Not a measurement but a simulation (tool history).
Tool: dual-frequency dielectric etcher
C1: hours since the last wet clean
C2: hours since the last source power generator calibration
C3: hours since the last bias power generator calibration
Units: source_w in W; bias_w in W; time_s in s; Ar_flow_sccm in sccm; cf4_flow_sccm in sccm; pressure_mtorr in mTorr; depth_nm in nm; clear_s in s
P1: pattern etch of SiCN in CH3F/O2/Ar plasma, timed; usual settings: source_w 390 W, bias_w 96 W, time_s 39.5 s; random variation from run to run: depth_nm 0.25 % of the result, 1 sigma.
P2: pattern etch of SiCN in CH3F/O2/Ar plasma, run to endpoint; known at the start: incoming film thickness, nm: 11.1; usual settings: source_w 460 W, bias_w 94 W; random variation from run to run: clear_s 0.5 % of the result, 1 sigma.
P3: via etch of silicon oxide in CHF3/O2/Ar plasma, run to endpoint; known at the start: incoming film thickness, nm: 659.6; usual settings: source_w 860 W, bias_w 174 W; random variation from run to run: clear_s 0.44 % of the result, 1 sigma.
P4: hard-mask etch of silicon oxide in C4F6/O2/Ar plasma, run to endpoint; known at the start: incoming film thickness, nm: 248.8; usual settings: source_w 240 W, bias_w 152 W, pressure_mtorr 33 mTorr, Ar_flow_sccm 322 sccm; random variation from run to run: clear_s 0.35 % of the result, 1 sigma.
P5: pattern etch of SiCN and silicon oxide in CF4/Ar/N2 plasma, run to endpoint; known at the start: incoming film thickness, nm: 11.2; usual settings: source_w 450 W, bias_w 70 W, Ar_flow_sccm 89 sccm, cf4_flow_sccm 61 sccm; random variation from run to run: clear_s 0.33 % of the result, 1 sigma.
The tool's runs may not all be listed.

run 1 hour=4.3 | process=P1 source_w=390 bias_w=96 time_s=39.5 | C1=320.2 C2=1400.8 C3=674.3 | depth_nm=16.0180
run 2 hour=12.6 | process=P5 source_w=450 bias_w=70 Ar_flow_sccm=63 cf4_flow_sccm=61 | C1=328.5 C2=1409.1 C3=682.6 | clear_s=12.793
run 3 hour=19.6 | process=P2 source_w=460 bias_w=94 | C1=335.5 C2=1416.1 C3=689.6 | clear_s=26.012
run 4 hour=27.7 | process=P5 source_w=450 bias_w=70 Ar_flow_sccm=89 cf4_flow_sccm=61 | C1=343.6 C2=1424.2 C3=697.7 | clear_s=13.368
run 5 hour=32.2 | process=P1 source_w=390 bias_w=73 time_s=39.5 | C1=348.1 C2=1428.7 C3=702.2 | depth_nm=14.4520
run 6 hour=39.5 | process=P2 source_w=460 bias_w=132 | C1=355.4 C2=1436.0 C3=709.5 | clear_s=22.924
run 7 hour=47.1 | process=P4 source_w=240 bias_w=180 Ar_flow_sccm=322 pressure_mtorr=33 | C1=363.0 C2=1443.6 C3=717.1 | clear_s=99.887
run 8 hour=53.2 | process=P5 source_w=450 bias_w=54 Ar_flow_sccm=89 cf4_flow_sccm=61 | C1=369.1 C2=1449.7 C3=723.2 | clear_s=14.632
run 9 hour=58.4 | process=P1 source_w=390 bias_w=120 time_s=39.5 | C1=374.3 C2=1454.9 C3=728.4 | depth_nm=17.4660
run 10 hour=62.8 | process=P4 source_w=240 bias_w=152 Ar_flow_sccm=190 pressure_mtorr=33 | C1=378.7 C2=1459.3 C3=732.8 | clear_s=100.090
run 11 hour=70.2 | process=P1 source_w=390 bias_w=123 time_s=28.5 | C1=386.1 C2=1466.7 C3=740.2 | depth_nm=12.6880
run 12 hour=75.2 | process=P3 source_w=620 bias_w=174 | C1=391.1 C2=1471.7 C3=745.2 | clear_s=328.310
run 13 hour=78.9 | process=P3 source_w=860 bias_w=206 | C1=394.8 C2=1475.4 C3=748.9 | clear_s=274.080
-- hour=82.3 source power generator calibrated
run 14 hour=84.0 | process=P1 source_w=540 bias_w=96 time_s=39.5 | C1=399.9 C2=1.7 C3=754.0 | depth_nm=18.1420
run 15 hour=89.9 | process=P1 source_w=390 bias_w=96 time_s=39.5 | C1=405.8 C2=7.6 C3=759.9 | depth_nm=16.0560
run 16 hour=96.9 | process=P4 source_w=240 bias_w=152 Ar_flow_sccm=322 pressure_mtorr=33 | C1=412.8 C2=14.6 C3=766.9 | clear_s=105.510
run 17 hour=104.8 | process=P1 source_w=390 bias_w=118 time_s=28.0 | C1=420.7 C2=22.5 C3=774.8 | depth_nm=12.2620
run 18 hour=109.7 | process=P3 source_w=860 bias_w=174 | C1=425.6 C2=27.4 C3=779.7 | clear_s=289.760
run 19 hour=117.4 | process=P2 source_w=360 bias_w=94 | C1=433.3 C2=35.1 C3=787.4 | clear_s=28.694
run 20 hour=122.0 | process=P4 source_w=330 bias_w=152 Ar_flow_sccm=322 pressure_mtorr=33 | C1=437.9 C2=39.7 C3=792.0 | clear_s=93.548
run 21 hour=127.3 | process=P1 source_w=390 bias_w=96 time_s=21.5 | C1=443.2 C2=45.0 C3=797.3 | depth_nm=8.7135
run 22 hour=133.3 | process=P1 source_w=500 bias_w=68 time_s=39.5 | C1=449.2 C2=51.0 C3=803.3 | depth_nm=15.4940
run 23 hour=137.7 | process=P3 source_w=860 bias_w=174 | C1=453.6 C2=55.4 C3=807.7 | clear_s=292.100
run 24 hour=144.7 | process=P1 source_w=390 bias_w=96 time_s=39.5 | C1=460.6 C2=62.4 C3=814.7 | depth_nm=16.0280
run 25 hour=148.6 | process=P5 source_w=300 bias_w=70 Ar_flow_sccm=89 cf4_flow_sccm=61 | C1=464.5 C2=66.3 C3=818.6 | clear_s=19.135
run 26 hour=156.6 | process=P1 source_w=390 bias_w=96 time_s=39.5 | C1=472.5 C2=74.3 C3=826.6 | depth_nm=16.0040
run 27 hour=160.2 | process=P1 source_w=390 bias_w=96 time_s=39.5 | C1=476.1 C2=77.9 C3=830.2 | depth_nm=16.0190
run 28 hour=166.5 | process=P5 source_w=450 bias_w=70 Ar_flow_sccm=89 cf4_flow_sccm=47 | C1=482.4 C2=84.2 C3=836.5 | clear_s=14.019
run 29 hour=173.7 | process=P1 source_w=240 bias_w=96 time_s=39.5 | C1=489.6 C2=91.4 C3=843.7 | depth_nm=13.3860
run 30 hour=177.2 | process=P4 source_w=240 bias_w=152 Ar_flow_sccm=322 pressure_mtorr=27 | C1=493.1 C2=94.9 C3=847.2 | clear_s=102.720
run 31 hour=181.6 | process=P1 source_w=390 bias_w=96 time_s=54.0 | C1=497.5 C2=99.3 C3=851.6 | depth_nm=21.8480
run 32 hour=187.1 | process=P4 source_w=240 bias_w=152 Ar_flow_sccm=322 pressure_mtorr=33 | C1=503.0 C2=104.8 C3=857.1 | clear_s=105.680
run 33 hour=192.4 | process=P1 source_w=390 bias_w=96 time_s=39.5 | C1=508.3 C2=110.1 C3=862.4 | depth_nm=16.0200
run 34 hour=197.2 | process=P1 source_w=390 bias_w=96 time_s=39.5 | C1=513.1 C2=114.9 C3=867.2 | depth_nm=15.9720
run 35 hour=202.9 | process=P1 source_w=390 bias_w=96 time_s=39.5 | C1=518.8 C2=120.6 C3=872.9 | depth_nm=16.1510
run 36 hour=206.8 | process=P1 source_w=390 bias_w=96 time_s=39.5 | C1=522.7 C2=124.5 C3=876.8 | depth_nm=16.2370
run 37 hour=214.6 | process=P1 source_w=390 bias_w=96 time_s=39.5 | C1=530.5 C2=132.3 C3=884.6 | depth_nm=16.2870
run 38 hour=219.6 | process=P1 source_w=390 bias_w=96 time_s=39.5 | C1=535.5 C2=137.3 C3=889.6 | depth_nm=16.2290
-- hour=220.4 wet clean of the chamber
run 39 hour=224.4 | process=P1 source_w=390 bias_w=96 time_s=39.5 | C1=4.0 C2=142.1 C3=894.4 | depth_nm=16.2570
run 40 hour=229.6 | process=P1 source_w=390 bias_w=96 time_s=39.5 | C1=9.2 C2=147.3 C3=899.6 | depth_nm=16.2580

What P1 gives has crept away from where it was. These 2 causes fit the log equally well, each at the size given:
A: bias power that arrives over what is set, % = 4.31
B: source power that arrives over what is set, % = 4.39
The creep began at about hour 197.2.
Why every other cause is out:
chamber walls in a state that raises the etch rate, %: serviced at hour 220.4, which brought nothing back

4 check runs are offered, one wafer each, their results left as question marks. Which one tells the causes apart?
run check 1 hour=234.8 | process=P2 source_w=460 bias_w=94 | clear_s=?
run check 2 hour=234.8 | process=P3 source_w=860 bias_w=174 | clear_s=?
run check 3 hour=234.8 | process=P5 source_w=450 bias_w=70 Ar_flow_sccm=89 cf4_flow_sccm=61 | clear_s=?
run check 4 hour=234.8 | process=P4 source_w=240 bias_w=152 Ar_flow_sccm=322 pressure_mtorr=33 | clear_s=?

What each check would give under each cause:
check=check_1 result=clear_s if_A=25.731 if_B=25.723
check=check_2 result=clear_s if_A=287.530 if_B=286.720
check=check_3 result=clear_s if_A=13.228 if_B=12.919
check=check_4 result=clear_s if_A=104.490 if_B=104.150
How far apart the two closest causes lie, in the result that separates them most: check 1 0.03 %; check 2 0.28 %; check 3 2.37 %; check 4 0.33 %
Only check 3 tells the causes apart: in the others they would give nearly the same result.

Check 3 was then run and gave: clear_s 13.163 s. Which cause is it?

It is A: bias power that arrives over what is set, %.

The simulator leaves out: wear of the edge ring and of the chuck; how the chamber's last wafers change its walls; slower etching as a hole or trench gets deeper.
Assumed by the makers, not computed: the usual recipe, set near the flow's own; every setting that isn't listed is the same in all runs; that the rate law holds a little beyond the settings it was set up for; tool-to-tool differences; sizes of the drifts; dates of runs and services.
